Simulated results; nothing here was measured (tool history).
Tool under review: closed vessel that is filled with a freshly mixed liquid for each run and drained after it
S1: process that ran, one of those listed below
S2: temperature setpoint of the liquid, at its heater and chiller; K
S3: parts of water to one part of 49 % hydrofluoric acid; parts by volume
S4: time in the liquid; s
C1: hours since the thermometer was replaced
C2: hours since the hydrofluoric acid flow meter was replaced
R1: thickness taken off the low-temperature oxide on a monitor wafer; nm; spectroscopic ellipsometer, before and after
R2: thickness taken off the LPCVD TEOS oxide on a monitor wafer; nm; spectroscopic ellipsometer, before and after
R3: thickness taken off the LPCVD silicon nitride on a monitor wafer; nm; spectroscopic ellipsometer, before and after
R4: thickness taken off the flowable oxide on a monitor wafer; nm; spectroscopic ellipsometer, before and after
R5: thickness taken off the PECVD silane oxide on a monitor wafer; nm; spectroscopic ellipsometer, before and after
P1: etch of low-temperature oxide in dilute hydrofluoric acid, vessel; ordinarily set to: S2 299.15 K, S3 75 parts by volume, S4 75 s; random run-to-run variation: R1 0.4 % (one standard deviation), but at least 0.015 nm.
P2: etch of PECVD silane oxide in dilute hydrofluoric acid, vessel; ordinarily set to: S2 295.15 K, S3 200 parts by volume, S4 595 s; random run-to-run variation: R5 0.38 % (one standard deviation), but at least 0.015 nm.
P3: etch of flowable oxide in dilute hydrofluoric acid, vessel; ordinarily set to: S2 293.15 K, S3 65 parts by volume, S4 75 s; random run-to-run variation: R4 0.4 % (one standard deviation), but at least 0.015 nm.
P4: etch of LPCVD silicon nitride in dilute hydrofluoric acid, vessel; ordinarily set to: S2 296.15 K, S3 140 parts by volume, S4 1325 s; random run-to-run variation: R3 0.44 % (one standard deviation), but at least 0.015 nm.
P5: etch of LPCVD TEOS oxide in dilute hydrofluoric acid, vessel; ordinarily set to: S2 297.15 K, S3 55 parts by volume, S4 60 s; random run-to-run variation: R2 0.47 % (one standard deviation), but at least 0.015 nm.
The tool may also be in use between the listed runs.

Run 1, hour 4.7: S1 P1, S2 299.15 K, S3 75 parts by volume, S4 75 s; C1 316.5; C2 857.8. Result: R1 17.258 nm.
Run 2, hour 9.6: S1 P5, S2 301.15 K, S3 55 parts by volume, S4 60 s; C1 321.4; C2 862.7. Result: R2 27.456 nm.
Run 3, hour 13.3: S1 P4, S2 292.15 K, S3 140 parts by volume, S4 1325 s; C1 325.1; C2 866.4. Result: R3 3.4984 nm.
Run 4, hour 18.1: S1 P5, S2 297.15 K, S3 30 parts by volume, S4 60 s; C1 329.9; C2 871.2. Result: R2 44.95 nm.
Run 5, hour 23.5: S1 P1, S2 299.15 K, S3 75 parts by volume, S4 75 s; C1 335.3; C2 876.6. Result: R1 17.201 nm.
Run 6, hour 28.2: S1 P3, S2 290.15 K, S3 65 parts by volume, S4 75 s; C1 340; C2 881.3. Result: R4 20.845 nm.
Run 7, hour 32.2: S1 P1, S2 299.15 K, S3 75 parts by volume, S4 75 s; C1 344; C2 885.3. Result: R1 17.289 nm.
Run 8, hour 37.4: S1 P1, S2 299.15 K, S3 75 parts by volume, S4 75 s; C1 349.2; C2 890.5. Result: R1 17.289 nm.
Run 9, hour 43.2: S1 P1, S2 294.65 K, S3 75 parts by volume, S4 75 s; C1 355; C2 896.3. Result: R1 14.298 nm.
Run 10, hour 46.2: S1 P1, S2 299.15 K, S3 75 parts by volume, S4 35 s; C1 358; C2 899.3. Result: R1 8.0024 nm.
Run 11, hour 49: S1 P4, S2 296.15 K, S3 55 parts by volume, S4 1325 s; C1 360.8; C2 902.1. Result: R3 11.425 nm.
Run 12, hour 52.9: S1 P1, S2 299.15 K, S3 75 parts by volume, S4 75 s; C1 364.7; C2 906. Result: R1 17.225 nm.
Run 13, hour 58.3: S1 P4, S2 296.15 K, S3 140 parts by volume, S4 1325 s; C1 370.1; C2 911.4. Result: R3 4.5514 nm.
Run 14, hour 64.6: S1 P2, S2 295.15 K, S3 200 parts by volume, S4 1055 s; C1 376.4; C2 917.7. Result: R5 90.565 nm.
Run 15, hour 67.6: S1 P3, S2 293.15 K, S3 65 parts by volume, S4 30 s; C1 379.4; C2 920.7. Result: R4 9.4665 nm.
Run 16, hour 73.8: S1 P5, S2 297.15 K, S3 55 parts by volume, S4 60 s; C1 385.6; C2 926.9. Result: R2 23.601 nm.
Run 17, hour 78: S1 P1, S2 299.15 K, S3 75 parts by volume, S4 75 s; C1 389.8; C2 931.1. Result: R1 17.077 nm.
Run 18, hour 80.8: S1 P2, S2 290.15 K, S3 200 parts by volume, S4 595 s; C1 392.6; C2 933.9. Result: R5 41.98 nm.
Run 19, hour 84.5: S1 P5, S2 297.15 K, S3 55 parts by volume, S4 85 s; C1 396.3; C2 937.6. Result: R2 33.59 nm.
Run 20, hour 90.2: S1 P5, S2 297.15 K, S3 55 parts by volume, S4 60 s; C1 402; C2 943.3. Result: R2 23.722 nm.
Run 21, hour 96.3: S1 P1, S2 299.15 K, S3 75 parts by volume, S4 75 s; C1 408.1; C2 949.4. Result: R1 17.135 nm.
Run 22, hour 99.4: S1 P1, S2 299.15 K, S3 75 parts by volume, S4 125 s; C1 411.2; C2 952.5. Result: R1 28.773 nm.
Run 23, hour 104.4: S1 P2, S2 295.15 K, S3 115 parts by volume, S4 595 s; C1 416.2; C2 957.5. Result: R5 97.269 nm.
At hour 107: hydrofluoric acid flow meter replaced.
Run 24, hour 110.9: S1 P3, S2 293.15 K, S3 40 parts by volume, S4 75 s; C1 422.7; C2 3.9. Result: R4 39.784 nm.
Run 25, hour 115: S1 P1, S2 293.65 K, S3 35 parts by volume, S4 75 s; C1 426.8; C2 8. Result: R1 30.783 nm.
At hour 117: thermometer replaced.
Run 26, hour 118.3: S1 P4, S2 296.15 K, S3 140 parts by volume, S4 540 s; C1 1.3; C2 11.3. Result: R3 1.8399 nm.
Run 27, hour 123.1: S1 P1, S2 303.65 K, S3 75 parts by volume, S4 75 s; C1 6.1; C2 16.1. Result: R1 20.505 nm.

Run 28 has not been measured yet. What should we expect?
Run 28, hour 128.7: S1 P2, S2 295.15 K, S3 200 parts by volume, S4 595 s; C1 11.7; C2 21.7. Result: R5 ?.

{"run 28": {"R5": 51.03}}
